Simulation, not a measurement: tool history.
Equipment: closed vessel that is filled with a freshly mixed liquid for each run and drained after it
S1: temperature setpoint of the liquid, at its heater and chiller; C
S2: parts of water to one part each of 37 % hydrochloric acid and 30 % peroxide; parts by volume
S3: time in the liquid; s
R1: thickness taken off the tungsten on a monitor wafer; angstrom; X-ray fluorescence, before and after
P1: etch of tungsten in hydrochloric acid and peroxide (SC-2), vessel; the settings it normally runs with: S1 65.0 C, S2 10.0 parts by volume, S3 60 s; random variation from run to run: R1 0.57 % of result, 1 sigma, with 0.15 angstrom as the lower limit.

run	hour	S1	S2	S3	R1
1	9.3	65.0	10.0	60	416.46
2	27.4	65.0	10.0	60	422.89
3	38.9	72.0	10.0	60	638.49
4	46.9	50.5	10.0	60	167.47
5	59.5	65.0	10.0	60	414.45
6	77.8	65.0	4.0	60	838.30
7	92.5	65.0	17.5	60	255.96
8	100.6	65.0	10.0	60	414.49
# hour 103.3: chemicals flow meter replaced
9	118.1	65.0	10.0	30	208.84
10	130.6	65.0	10.0	60	418.49
11	146.3	65.0	10.0	100	699.82
12	158.0	72.0	10.0	115	1234.10
13	172.8	65.0	10.0	60	421.15
14	182.1	65.0	10.0	60	433.17
15	190.0	65.0	10.0	60	437.64
16	198.2	65.0	10.0	60	446.63
17	215.6	65.0	10.0	60	448.15
18	230.2	65.0	10.0	60	454.73
19	241.6	65.0	10.0	60	449.90
20	254.8	65.0	10.0	60	452.85

Something has made what P1 gives creep away from where it was; the 2 causes below, each at its own stated size, fit the log equally well:
A: liquid hotter than its thermometer reads (K) = 1.26
B: chemicals flow above the setpoint (%) = 9.68
Onset of the creep was near hour 172.8.
Each remaining cause and why it is not a fit:
peroxide weaker than its label (%): cannot exceed 8; that much would move R1 by -7.4 %, which falls short of the creep or goes against it

Consider the 4 check runs below, whose results appear as question marks and each of which averages 5 wafers. Which one distinguishes the causes, in that each cause would give it a clearly different result?
check 1	268.0	65.0	15.0	30	?
check 2	268.0	53.5	4.0	60	?
check 3	268.0	52.5	10.0	30	?
check 4	268.0	54.0	10.0	80	?

How each check would come out, cause by cause:
check	result	if A	if B
check 1	R1	159.82	160.56
check 2	R1	441.07	431.79
check 3	R1	103.33	102.72
check 4	R1	303.71	302.13
Minimum pairwise separation of causes per check, each pair taken at its best-separating result: check 1 0.46 %; check 2 2.13 %; check 3 0.6 %; check 4 0.52 %
Only check 2 tells the causes apart: in the others they would give nearly the same result.

Check 2 was carried out, with these results: R1 441.61 angstrom. Which of the listed causes is responsible?

A is the cause: liquid hotter than its thermometer reads (K).
